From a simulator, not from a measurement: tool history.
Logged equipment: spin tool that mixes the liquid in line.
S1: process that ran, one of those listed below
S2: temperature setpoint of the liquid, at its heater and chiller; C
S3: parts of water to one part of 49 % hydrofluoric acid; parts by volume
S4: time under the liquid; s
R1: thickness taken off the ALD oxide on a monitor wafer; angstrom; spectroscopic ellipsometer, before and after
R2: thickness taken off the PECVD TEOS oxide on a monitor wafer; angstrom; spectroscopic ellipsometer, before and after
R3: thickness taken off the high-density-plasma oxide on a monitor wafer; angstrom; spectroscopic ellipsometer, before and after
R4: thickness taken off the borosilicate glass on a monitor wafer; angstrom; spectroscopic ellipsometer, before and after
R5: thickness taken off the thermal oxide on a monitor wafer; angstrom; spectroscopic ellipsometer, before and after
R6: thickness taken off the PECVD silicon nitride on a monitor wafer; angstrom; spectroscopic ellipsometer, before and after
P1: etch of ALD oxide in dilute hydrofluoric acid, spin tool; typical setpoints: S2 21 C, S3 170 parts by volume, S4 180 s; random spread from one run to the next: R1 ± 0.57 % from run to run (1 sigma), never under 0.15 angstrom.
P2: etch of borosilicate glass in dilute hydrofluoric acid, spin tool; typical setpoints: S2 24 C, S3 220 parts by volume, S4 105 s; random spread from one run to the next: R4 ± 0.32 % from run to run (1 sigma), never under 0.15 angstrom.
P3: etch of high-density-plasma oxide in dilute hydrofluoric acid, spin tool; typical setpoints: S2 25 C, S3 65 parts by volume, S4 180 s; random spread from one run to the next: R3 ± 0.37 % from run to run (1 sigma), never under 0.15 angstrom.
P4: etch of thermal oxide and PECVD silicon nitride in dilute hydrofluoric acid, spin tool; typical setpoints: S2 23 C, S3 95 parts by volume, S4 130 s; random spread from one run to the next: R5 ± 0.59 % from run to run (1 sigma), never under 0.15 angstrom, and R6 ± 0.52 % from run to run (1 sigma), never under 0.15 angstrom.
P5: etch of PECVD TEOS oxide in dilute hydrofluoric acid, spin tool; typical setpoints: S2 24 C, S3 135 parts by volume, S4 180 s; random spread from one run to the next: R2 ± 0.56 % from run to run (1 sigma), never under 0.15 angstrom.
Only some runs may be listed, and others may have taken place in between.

run	day	S1	S2	S3	S4	R1	R2	R3	R4	R5	R6
1	0.375	P1	21	170	180	121.09					
2	0.988	P5	24	135	290		268.75				
3	1.438	P1	21	170	180	121.76					
4	1.783	P1	21	250	180	75.678					
5	2.242	P3	25	65	180			147.83			
6	2.579	P2	24	220	105				231.99		
7	3.167	P1	21	170	180	121.47					
8	3.808	P1	21	170	330	220.14					
9	4.212	P5	24	135	180		165.26				
10	4.842	P4	17	95	130					48.37	36.534
11	5.242	P1	21	170	15	10.024					
12	5.704	P5	24	45	180		555.05				
13	6.067	P3	25	65	95			78.032			
14	6.392	P5	28	135	180		192.61				
15	6.908	P3	25	20	180			509.61			
16	7.508	P4	23	95	130					62.586	55.124
17	8.033	P3	31.5	65	180			190.19			
# day 8.275: thermometer replaced
18	8.333	P1	28	170	180	156.46					
19	8.621	P2	18.5	220	105				189.97		
20	9.083	P1	21	105	50	58.612					
21	9.717	P2	24	220	105				232.45		
22	10.133	P4	23	95	260					125.33	110.17
23	10.729	P1	21	80	180	282.43					
24	11.058	P2	24	115	105				501.43		
25	11.596	P4	23	165	130					33.357	32.246
26	11.929	P1	21	170	180	121.34					
27	12.492	P1	21	170	180	119.04					
28	12.879	P1	17	170	180	103.39					
29	13.383	P1	21	170	180	121.07					
30	14.008	P1	21	170	180	120.19					
31	14.512	P2	24	220	170				377.39		
32	14.983	P1	21	170	180	119.48					
33	15.467	P1	21	170	180	117.47					
34	15.875	P1	21	170	180	115.52					
35	16.208	P1	21	170	180	114.82					
36	16.721	P1	21	170	180	113.35					
37	17.129	P1	21	170	180	114.56					
38	17.483	P1	21	170	180	113.06					
39	18.021	P1	21	170	180	111.77					
40	18.312	P1	21	170	180	111.61					
41	18.779	P1	21	170	180	113.42					
42	19.342	P1	21	170	180	112.2					
43	19.996	P1	21	170	180	111.98					

Something has made what P1 gives creep away from where it was; the 2 causes below, each at its own stated size, fit the log equally well:
A: hydrofluoric acid flow below the setpoint (%) = 6.14
B: liquid colder than its thermometer reads (K) = 1.91
Onset of the creep was near day 14.983.

Question marks stand in for the results of the 4 check runs listed below, each run on one wafer. Under which run would the listed causes show clearly different results?
check 1	20.65	P5	24	135	180		?				
check 2	20.65	P2	24	220	105				?		
check 3	20.65	P3	25	65	180			?			
check 4	20.65	P4	23	95	130					?	?

Predicted outcomes, by check and by cause:
check	result	if A	if B
check 1	R2	153.93	153.79
check 2	R4	215.08	216.8
check 3	R3	137.51	136.33
check 4	R5	58.065	57.689
check 4	R6	51.815	48.513
Separation of the two closest causes in each check, using whichever result separates them best: check 1 0.09 %; check 2 0.79 %; check 3 0.87 %; check 4 6.58 %
Check 4 tells the causes apart: in the others they would give nearly the same result.

The results of check 4 are: R5 58.179 angstrom; R6 48.683 angstrom. Based on these, which of the listed causes is it?

It is B: liquid colder than its thermometer reads (K).
